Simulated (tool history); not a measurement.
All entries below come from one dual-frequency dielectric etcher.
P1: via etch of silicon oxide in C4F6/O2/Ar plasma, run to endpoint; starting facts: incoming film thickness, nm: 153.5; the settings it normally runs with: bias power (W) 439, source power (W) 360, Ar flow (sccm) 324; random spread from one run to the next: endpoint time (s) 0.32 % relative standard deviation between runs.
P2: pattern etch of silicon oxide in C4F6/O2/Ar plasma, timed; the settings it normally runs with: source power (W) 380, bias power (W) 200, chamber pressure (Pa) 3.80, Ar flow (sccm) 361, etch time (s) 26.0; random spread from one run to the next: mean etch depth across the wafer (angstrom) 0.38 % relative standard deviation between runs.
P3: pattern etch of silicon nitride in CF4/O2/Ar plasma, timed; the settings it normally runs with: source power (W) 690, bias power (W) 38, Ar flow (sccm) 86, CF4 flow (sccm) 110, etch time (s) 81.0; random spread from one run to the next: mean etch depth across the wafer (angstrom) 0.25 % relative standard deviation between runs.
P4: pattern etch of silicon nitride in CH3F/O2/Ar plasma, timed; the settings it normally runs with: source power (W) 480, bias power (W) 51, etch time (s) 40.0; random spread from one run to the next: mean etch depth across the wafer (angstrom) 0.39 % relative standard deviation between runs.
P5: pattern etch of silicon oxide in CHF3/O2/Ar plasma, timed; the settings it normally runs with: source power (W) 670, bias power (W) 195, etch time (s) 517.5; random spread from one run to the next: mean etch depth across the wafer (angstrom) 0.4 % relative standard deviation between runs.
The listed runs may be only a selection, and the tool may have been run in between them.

| run | hour | process that ran | bias power (W) | source power (W) | Ar flow (sccm) | etch time (s) | CF4 flow (sccm) | chamber pressure (Pa) | hours since the last wet clean | hours since the last bias power generator calibration | hours since the last source power generator calibration | hours since the last Ar flow controller change | endpoint time (s) | mean etch depth across the wafer (angstrom) |
|---|---|---|---|---|---|---|---|---|---|---|---|---|---|---|
| 1 | 12.1 | P1 | 439 | 360 | 324 |  |  |  | 391.0 | 1225.6 | 2818.7 | 1324.3 | 37.838 |  |
| 2 | 23.6 | P1 | 285 | 360 | 324 |  |  |  | 402.5 | 1237.1 | 2830.2 | 1335.8 | 44.073 |  |
| 3 | 34.9 | P1 | 439 | 360 | 324 |  |  |  | 413.8 | 1248.4 | 2841.5 | 1347.1 | 37.777 |  |
| 4 | 41.1 | P4 | 51 | 480 |  | 40.0 |  |  | 420.0 | 1254.6 | 2847.7 | 1353.3 |  | 265.69 |
| 5 | 51.3 | P1 | 439 | 360 | 324 |  |  |  | 430.2 | 1264.8 | 2857.9 | 1363.5 | 37.868 |  |
| 6 | 62.1 | P3 | 38 | 690 | 86 | 108.0 | 110 |  | 441.0 | 1275.6 | 2868.7 | 1374.3 |  | 2499.90 |
| 7 | 71.7 | P2 | 200 | 540 | 361 | 26.0 |  | 3.80 | 450.6 | 1285.2 | 2878.3 | 1383.9 |  | 941.20 |
| 8 | 79.7 | P2 | 200 | 380 | 211 | 26.0 |  | 3.80 | 458.6 | 1293.2 | 2886.3 | 1391.9 |  | 866.84 |
| 9 | 90.6 | P3 | 38 | 690 | 86 | 81.0 | 110 |  | 469.5 | 1304.1 | 2897.2 | 1402.8 |  | 1874.60 |
| 10 | 98.7 | P3 | 47 | 690 | 86 | 81.0 | 110 |  | 477.6 | 1312.2 | 2905.3 | 1410.9 |  | 2021.10 |
| 11 | 111.2 | P5 | 195 | 920 |  | 517.5 |  |  | 490.1 | 1324.7 | 2917.8 | 1423.4 |  | 12309.00 |
| 12 | 122.8 | P1 | 439 | 360 | 454 |  |  |  | 501.7 | 1336.3 | 2929.4 | 1435.0 | 39.170 |  |
| 13 | 134.7 | P1 | 439 | 360 | 203 |  |  |  | 513.6 | 1348.2 | 2941.3 | 1446.9 | 35.754 |  |
| 14 | 145.0 | P4 | 51 | 480 |  | 57.0 |  |  | 523.9 | 1358.5 | 2951.6 | 1457.2 |  | 382.25 |
| 15 | 154.2 | P5 | 195 | 670 |  | 399.5 |  |  | 533.1 | 1367.7 | 2960.8 | 1466.4 |  | 8428.80 |
| 16 | 165.2 | P2 | 200 | 380 | 361 | 26.0 |  | 3.80 | 544.1 | 1378.7 | 2971.8 | 1477.4 |  | 821.74 |
| 17 | 174.5 | P2 | 148 | 380 | 361 | 26.0 |  | 3.80 | 553.4 | 1388.0 | 2981.1 | 1486.7 |  | 743.07 |
| 18 | 184.3 | P1 | 439 | 360 | 324 |  |  |  | 563.2 | 1397.8 | 2990.9 | 1496.5 | 38.044 |  |
| 19 | 190.1 | P4 | 51 | 480 |  | 40.0 |  |  | 569.0 | 1403.6 | 2996.7 | 1502.3 |  | 267.37 |
| 20 | 199.2 | P1 | 329 | 460 | 324 |  |  |  | 578.1 | 1412.7 | 3005.8 | 1511.4 | 38.169 |  |
| 21 | 209.1 | P2 | 200 | 380 | 361 | 26.0 |  | 5.20 | 588.0 | 1422.6 | 3015.7 | 1521.3 |  | 791.18 |
| 22 | 220.8 | P5 | 258 | 670 |  | 517.5 |  |  | 599.7 | 1434.3 | 3027.4 | 1533.0 |  | 12022.00 |
| 23 | 231.3 | P1 | 439 | 430 | 324 |  |  |  | 610.2 | 1444.8 | 3037.9 | 1543.5 | 35.475 |  |
| 24 | 240.4 | P1 | 535 | 360 | 324 |  |  |  | 619.3 | 1453.9 | 3047.0 | 1552.6 | 35.233 |  |
| 25 | 246.8 | P3 | 38 | 690 | 57 | 81.0 | 110 |  | 625.7 | 1460.3 | 3053.4 | 1559.0 |  | 1973.60 |
| 26 | 253.8 | P1 | 439 | 360 | 324 |  |  |  | 632.7 | 1467.3 | 3060.4 | 1566.0 | 37.678 |  |
| 27 | 266.3 | P5 | 195 | 670 |  | 517.5 |  |  | 645.2 | 1479.8 | 3072.9 | 1578.5 |  | 10871.00 |
| 28 | 272.8 | P1 | 275 | 490 | 324 |  |  |  | 651.7 | 1486.3 | 3079.4 | 1585.0 | 39.827 |  |
| 29 | 280.9 | P1 | 439 | 360 | 324 |  |  |  | 659.8 | 1494.4 | 3087.5 | 1593.1 | 37.723 |  |
| 30 | 290.2 | P4 | 70 | 480 |  | 40.0 |  |  | 669.1 | 1503.7 | 3096.8 | 1602.4 |  | 294.96 |
| 31 | 297.8 | P2 | 200 | 380 | 361 | 38.0 |  | 3.80 | 676.7 | 1511.3 | 3104.4 | 1610.0 |  | 1209.70 |
| 32 | 309.1 | P3 | 38 | 950 | 86 | 81.0 | 110 |  | 688.0 | 1522.6 | 3115.7 | 1621.3 |  | 2487.50 |
| 33 | 317.6 | P3 | 38 | 690 | 86 | 81.0 | 89 |  | 696.5 | 1531.1 | 3124.2 | 1629.8 |  | 1827.00 |
| 34 | 326.3 | P1 | 439 | 290 | 324 |  |  |  | 705.2 | 1539.8 | 3132.9 | 1638.5 | 41.133 |  |
| 35 | 338.3 | P3 | 38 | 690 | 86 | 81.0 | 110 |  | 717.2 | 1551.8 | 3144.9 | 1650.5 |  | 1871.40 |
| 36 | 345.6 | P4 | 51 | 670 |  | 40.0 |  |  | 724.5 | 1559.1 | 3152.2 | 1657.8 |  | 301.81 |
| 37 | 355.1 | P1 | 439 | 360 | 324 |  |  |  | 734.0 | 1568.6 | 3161.7 | 1667.3 | 37.738 |  |
| 38 | 363.3 | P1 | 439 | 360 | 324 |  |  |  | 742.2 | 1576.8 | 3169.9 | 1675.5 | 37.441 |  |
| 39 | 372.8 | P1 | 439 | 360 | 324 |  |  |  | 751.7 | 1586.3 | 3179.4 | 1685.0 | 37.371 |  |
|  | 380.5 | wet clean of the chamber |
| 40 | 383.3 | P1 | 439 | 360 | 324 |  |  |  | 2.9 | 1596.8 | 3189.9 | 1695.5 | 37.392 |  |
|  | 387.1 | Ar flow controller replaced |
| 41 | 390.5 | P1 | 439 | 360 | 324 |  |  |  | 10.1 | 1604.0 | 3197.1 | 3.4 | 37.101 |  |
| 42 | 398.7 | P1 | 439 | 360 | 324 |  |  |  | 18.3 | 1612.2 | 3205.3 | 11.6 | 37.493 |  |
| 43 | 410.3 | P1 | 439 | 360 | 324 |  |  |  | 29.9 | 1623.8 | 3216.9 | 23.2 | 37.356 |  |
| 44 | 417.5 | P1 | 439 | 360 | 324 |  |  |  | 37.1 | 1631.0 | 3224.1 | 30.4 | 37.215 |  |

What P1 gives has crept away from where it was. These 2 causes fit the log equally well, each at the size given:
A: bias power that arrives over what is set, % = 4.47
B: source power that arrives over what is set, % = 4.47
At approximately hour 355.1, the process output began to creep.
Excluded causes, each with its reason:
chamber walls in a state that raises the etch rate, %: maintenance at hour 380.5, after the shift began, did not return the process to its former output
Ar flow that arrives under what is set, %: maintenance at hour 387.1, after the shift began, did not return the process to its former output

Listed below are the offered check runs, one wafer per run, with question marks in place of results. For which of them would the causes give clearly different outcomes?
| check 1 | 424.7 | P2 | 200 | 380 | 264 | 26.0 |  | 3.80 |  |  |  |  |  | ? |
| check 2 | 424.7 | P3 | 38 | 930 | 70 | 81.0 | 110 |  |  |  |  |  |  | ? |
| check 3 | 424.7 | P5 | 232 | 670 |  | 517.5 |  |  |  |  |  |  |  | ? |
| check 4 | 424.7 | P4 | 51 | 640 |  | 40.0 |  |  |  |  |  |  |  | ? |

What each check would give under each cause:
| check | result | if A | if B |
|---|---|---|---|
| check 1 | mean etch depth across the wafer (angstrom) | 864.03 | 866.34 |
| check 2 | mean etch depth across the wafer (angstrom) | 2545.70 | 2610.70 |
| check 3 | mean etch depth across the wafer (angstrom) | 11737.00 | 11751.00 |
| check 4 | mean etch depth across the wafer (angstrom) | 302.66 | 303.88 |
Per-check spread between the two closest causes, in the result where they differ most: check 1 0.27 %; check 2 2.52 %; check 3 0.12 %; check 4 0.4 %
Check 2 tells the causes apart: in the others they would give nearly the same result.

Then check 2 was run and gave: mean etch depth across the wafer (angstrom) 2533.60. Which cause is it?

A is the cause: bias power that arrives over what is set, %.
